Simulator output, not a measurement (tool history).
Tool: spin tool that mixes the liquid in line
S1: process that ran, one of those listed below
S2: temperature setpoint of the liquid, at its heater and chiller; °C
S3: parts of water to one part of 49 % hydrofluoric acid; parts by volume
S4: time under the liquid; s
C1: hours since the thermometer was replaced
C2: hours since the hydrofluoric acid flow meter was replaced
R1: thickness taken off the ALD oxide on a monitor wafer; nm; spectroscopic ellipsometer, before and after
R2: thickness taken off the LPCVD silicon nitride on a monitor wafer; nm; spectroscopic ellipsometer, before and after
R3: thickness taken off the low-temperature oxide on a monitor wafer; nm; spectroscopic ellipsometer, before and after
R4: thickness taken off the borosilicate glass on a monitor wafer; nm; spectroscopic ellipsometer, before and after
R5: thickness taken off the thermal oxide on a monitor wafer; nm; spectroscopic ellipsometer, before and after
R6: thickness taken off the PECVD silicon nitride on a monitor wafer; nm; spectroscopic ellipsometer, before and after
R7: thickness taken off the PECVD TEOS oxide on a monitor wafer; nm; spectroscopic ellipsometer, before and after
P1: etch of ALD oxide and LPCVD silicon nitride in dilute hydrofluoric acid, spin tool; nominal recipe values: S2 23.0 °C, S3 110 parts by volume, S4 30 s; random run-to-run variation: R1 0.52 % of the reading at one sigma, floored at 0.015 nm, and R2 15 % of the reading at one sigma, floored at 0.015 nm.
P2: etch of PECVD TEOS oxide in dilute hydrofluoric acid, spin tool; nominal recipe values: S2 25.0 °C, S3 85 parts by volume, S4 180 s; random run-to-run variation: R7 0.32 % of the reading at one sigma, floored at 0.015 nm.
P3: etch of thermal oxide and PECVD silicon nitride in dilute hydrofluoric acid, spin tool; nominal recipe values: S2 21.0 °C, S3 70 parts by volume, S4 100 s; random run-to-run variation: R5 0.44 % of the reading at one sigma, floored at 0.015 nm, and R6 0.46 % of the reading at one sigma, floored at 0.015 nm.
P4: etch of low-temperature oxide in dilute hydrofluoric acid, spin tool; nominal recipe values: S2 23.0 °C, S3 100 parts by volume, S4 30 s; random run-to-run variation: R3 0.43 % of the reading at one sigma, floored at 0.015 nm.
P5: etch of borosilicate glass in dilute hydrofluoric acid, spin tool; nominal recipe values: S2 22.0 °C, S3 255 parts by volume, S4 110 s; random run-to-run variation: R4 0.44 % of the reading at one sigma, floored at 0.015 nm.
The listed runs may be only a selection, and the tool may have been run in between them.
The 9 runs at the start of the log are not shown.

| run | day | S1 | S2 | S3 | S4 | C1 | C2 | R1 | R2 | R3 | R4 | R5 | R6 | R7 |
|---|---|---|---|---|---|---|---|---|---|---|---|---|---|---|
| 10 | 2.071 | P1 | 23.0 | 110 | 30 | 259.8 | 723.1 | 7.2469 | 0.124590 |  |  |  |  |  |
| 11 | 2.375 | P1 | 23.0 | 165 | 15 | 267.1 | 730.4 | 2.2714 | 0.048226 |  |  |  |  |  |
| 12 | 2.679 | P4 | 23.0 | 185 | 30 | 274.4 | 737.7 |  |  | 5.1218 |  |  |  |  |
| 13 | 2.888 | P1 | 27.0 | 110 | 30 | 279.4 | 742.7 | 8.4521 | 0.165100 |  |  |  |  |  |
| 14 | 3.075 | P3 | 21.0 | 70 | 100 | 283.9 | 747.2 |  |  |  |  | 6.1376 | 6.4155 |  |
| 15 | 3.233 | P1 | 23.0 | 175 | 30 | 287.7 | 751.0 | 4.2405 | 0.096742 |  |  |  |  |  |
| 16 | 3.467 | P1 | 19.0 | 50 | 30 | 293.3 | 756.6 | 14.5710 | 0.241800 |  |  |  |  |  |
| 17 | 3.712 | P3 | 21.0 | 115 | 100 | 299.2 | 762.5 |  |  |  |  | 3.5236 | 3.9545 |  |
| 18 | 3.983 | P5 | 22.0 | 255 | 20 | 305.7 | 769.0 |  |  |  | 3.002 |  |  |  |
| 19 | 4.146 | P2 | 33.5 | 85 | 180 | 309.6 | 772.9 |  |  |  |  |  |  | 34.944 |
| 20 | 4.296 | P2 | 25.0 | 85 | 180 | 313.2 | 776.5 |  |  |  |  |  |  | 24.860 |
|  | 4.450 | thermometer replaced |
| 21 | 4.517 | P3 | 17.0 | 70 | 100 | 1.6 | 781.8 |  |  |  |  | 5.1559 | 4.8783 |  |
| 22 | 4.712 | P2 | 25.0 | 115 | 180 | 6.3 | 786.5 |  |  |  |  |  |  | 17.799 |
| 23 | 4.962 | P5 | 17.0 | 255 | 110 | 12.3 | 792.5 |  |  |  | 13.661 |  |  |  |
| 24 | 5.158 | P4 | 23.0 | 100 | 60 | 17.0 | 797.2 |  |  | 20.7730 |  |  |  |  |
| 25 | 5.292 | P4 | 23.0 | 100 | 30 | 20.2 | 800.4 |  |  | 10.4770 |  |  |  |  |
| 26 | 5.521 | P5 | 22.0 | 255 | 110 | 25.7 | 805.9 |  |  |  | 16.530 |  |  |  |
| 27 | 5.717 | P2 | 25.0 | 85 | 180 | 30.4 | 810.6 |  |  |  |  |  |  | 24.880 |

The next listed run, before its measurement:
| 28 | 5.925 | P1 | 23.0 | 110 | 30 | 35.4 | 815.6 | ? | ? |  |  |  |  |  |

{"run 28": {"R1": 7.2744, "R2": 0.10908}}

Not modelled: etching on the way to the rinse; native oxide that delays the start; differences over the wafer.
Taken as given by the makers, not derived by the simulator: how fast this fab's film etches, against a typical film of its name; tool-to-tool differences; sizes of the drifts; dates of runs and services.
